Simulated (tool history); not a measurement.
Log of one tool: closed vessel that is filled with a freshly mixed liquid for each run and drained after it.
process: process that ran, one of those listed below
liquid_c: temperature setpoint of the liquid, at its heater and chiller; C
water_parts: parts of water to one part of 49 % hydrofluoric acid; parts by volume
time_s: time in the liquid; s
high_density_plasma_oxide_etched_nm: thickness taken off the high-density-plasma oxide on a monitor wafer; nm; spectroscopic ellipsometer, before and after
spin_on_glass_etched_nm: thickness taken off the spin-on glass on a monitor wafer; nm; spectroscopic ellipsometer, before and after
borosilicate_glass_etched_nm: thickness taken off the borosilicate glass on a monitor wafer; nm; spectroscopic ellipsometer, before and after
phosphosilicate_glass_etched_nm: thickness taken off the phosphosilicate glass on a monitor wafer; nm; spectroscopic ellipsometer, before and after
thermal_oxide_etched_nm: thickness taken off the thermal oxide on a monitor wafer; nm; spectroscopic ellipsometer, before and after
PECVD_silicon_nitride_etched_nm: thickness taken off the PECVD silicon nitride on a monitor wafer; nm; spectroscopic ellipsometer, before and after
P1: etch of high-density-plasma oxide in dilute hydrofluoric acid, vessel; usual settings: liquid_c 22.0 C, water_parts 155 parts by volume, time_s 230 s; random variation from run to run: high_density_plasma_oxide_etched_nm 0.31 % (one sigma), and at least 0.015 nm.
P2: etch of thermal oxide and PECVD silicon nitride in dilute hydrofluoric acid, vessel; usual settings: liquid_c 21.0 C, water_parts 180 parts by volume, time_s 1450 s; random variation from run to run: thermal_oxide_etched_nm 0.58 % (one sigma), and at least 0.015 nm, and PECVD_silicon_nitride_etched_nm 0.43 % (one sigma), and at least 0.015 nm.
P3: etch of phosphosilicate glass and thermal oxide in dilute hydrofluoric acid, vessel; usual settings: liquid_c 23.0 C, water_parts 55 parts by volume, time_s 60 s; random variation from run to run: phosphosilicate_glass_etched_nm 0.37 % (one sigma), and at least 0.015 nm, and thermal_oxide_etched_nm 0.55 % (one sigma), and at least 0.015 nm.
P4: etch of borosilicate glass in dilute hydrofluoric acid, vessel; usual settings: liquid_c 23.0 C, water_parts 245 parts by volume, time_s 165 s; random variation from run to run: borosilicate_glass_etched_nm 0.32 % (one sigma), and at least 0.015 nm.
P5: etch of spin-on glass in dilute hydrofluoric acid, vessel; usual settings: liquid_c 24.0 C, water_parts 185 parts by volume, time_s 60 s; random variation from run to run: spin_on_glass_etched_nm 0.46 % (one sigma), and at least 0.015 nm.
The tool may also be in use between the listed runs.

run	hour	process	liquid_c	water_parts	time_s	hours since the thermometer was replaced	hours since the hydrofluoric acid flow meter was replaced	high_density_plasma_oxide_etched_nm	spin_on_glass_etched_nm	borosilicate_glass_etched_nm	phosphosilicate_glass_etched_nm	thermal_oxide_etched_nm	PECVD_silicon_nitride_etched_nm
1	10.2	P1	22.0	155	230	1332.0	631.2	7.5053					
2	16.9	P5	24.0	185	30	1338.7	637.9		10.082				
3	24.3	P4	23.0	245	165	1346.1	645.3			17.306			
4	33.6	P4	23.0	245	320	1355.4	654.6			33.743			
5	41.5	P4	23.0	245	165	1363.3	662.5			17.480			
6	55.2	P1	22.0	245	325	1377.0	676.2	6.1206					
7	66.8	P3	23.0	105	60	1388.6	687.8				68.208	2.6399	
8	82.2	P2	21.0	105	1450	1404.0	703.2					58.4820	64.172
9	90.7	P1	17.0	155	390	1412.5	711.7	10.3930					
10	97.8	P1	17.0	155	230	1419.6	718.8	6.1244					
11	107.5	P1	22.0	155	90	1429.3	728.5	2.9640					
12	116.4	P5	19.5	185	60	1438.2	737.4		16.932				
13	126.0	P2	21.0	180	2790	1447.8	747.0					60.4230	72.259
14	137.2	P1	22.0	155	230	1459.0	758.2	7.5205					
15	146.0	P5	24.0	185	60	1467.8	767.0		20.082				
16	153.7	P5	24.0	270	60	1475.5	774.7		12.705				
17	160.6	P1	22.0	240	230	1482.4	781.6	4.4290					
18	173.0	P3	23.0	55	30	1494.8	794.0				69.138	2.6660	
19	186.8	P2	17.0	180	1450	1508.6	807.8					26.7330	29.119
20	200.2	P1	28.0	155	445	1522.0	821.2	18.2020					
21	214.8	P2	21.0	180	1450	1536.6	835.8					31.2030	37.827
22	227.8	P4	29.0	245	165	1549.6	848.8			21.563			
23	234.8	P3	23.0	55	60	1556.6	855.8				138.500	5.3266	
24	242.3	P2	21.0	180	1450	1564.1	863.3					31.5660	37.921
25	256.2	P1	22.0	155	230	1578.0	877.2	7.4966					
26	268.5	P1	22.0	75	230	1590.3	889.5	16.9700					
27	283.3	P1	22.0	155	345	1605.1	904.3	11.2350					
28	298.0	P1	27.5	155	230	1619.8	919.0	9.2417					
29	312.2	P4	23.0	70	165	1634.0	933.2			74.224			
30	319.5	P1	22.0	155	230	1641.3	940.5	7.4962					
31	329.2	P3	18.0	55	60	1651.0	950.2				112.910	4.3018	
32	336.3	P1	22.0	155	230	1658.1	957.3	7.5158					
33	350.3	P1	22.0	155	230	1672.1	971.3	7.7081					
34	358.6	P1	22.0	155	230	1680.4	979.6	7.7579					
35	367.1	P1	22.0	155	230	1688.9	988.1	7.7370					
36	378.3	P1	22.0	155	230	1700.1	999.3	7.8489					
37	389.8	P1	22.0	155	230	1711.6	1010.8	7.8807					
38	397.8	P1	22.0	155	230	1719.6	1018.8	7.8926					
39	406.5	P1	22.0	155	230	1728.3	1027.5	7.8646					
40	416.3	P1	22.0	155	230	1738.1	1037.3	7.9794					
41	429.3	P1	22.0	155	230	1751.1	1050.3	7.9594					
42	443.3	P1	22.0	155	230	1765.1	1064.3	7.9223					

What P1 gives has crept away from where it was. These 2 causes fit the log equally well, each at the size given:
A: hydrofluoric acid flow above the setpoint (%) = 5.16
B: liquid hotter than its thermometer reads (K) = 1.52
The creep began at about hour 336.3.

4 check runs are offered, one wafer each, their results left as question marks. Which one tells the causes apart?
check 1	457.3	P5	24.0	270	60				?				
check 2	457.3	P4	23.0	130	290					?			
check 3	457.3	P2	21.0	125	2725							?	?
check 4	457.3	P3	23.0	100	30						?	?	

What each check would give under each cause:
check	result	if A	if B
check 1	spin_on_glass_etched_nm	13.463	13.323
check 2	borosilicate_glass_etched_nm	68.926	69.022
check 3	thermal_oxide_etched_nm	95.3820	95.7020
check 3	PECVD_silicon_nitride_etched_nm	106.520	112.180
check 4	phosphosilicate_glass_etched_nm	38.122	38.279
check 4	thermal_oxide_etched_nm	1.4644	1.4704
How far apart the two closest causes lie, in the result that separates them most: check 1 1.04 %; check 2 0.14 %; check 3 5.18 %; check 4 0.41 %
Check 3 tells the causes apart: in the others they would give nearly the same result.

Check 3 was then run and gave: thermal_oxide_etched_nm 96.8170 nm; PECVD_silicon_nitride_etched_nm 111.890 nm. Which cause is it?

It is B: liquid hotter than its thermometer reads (K).

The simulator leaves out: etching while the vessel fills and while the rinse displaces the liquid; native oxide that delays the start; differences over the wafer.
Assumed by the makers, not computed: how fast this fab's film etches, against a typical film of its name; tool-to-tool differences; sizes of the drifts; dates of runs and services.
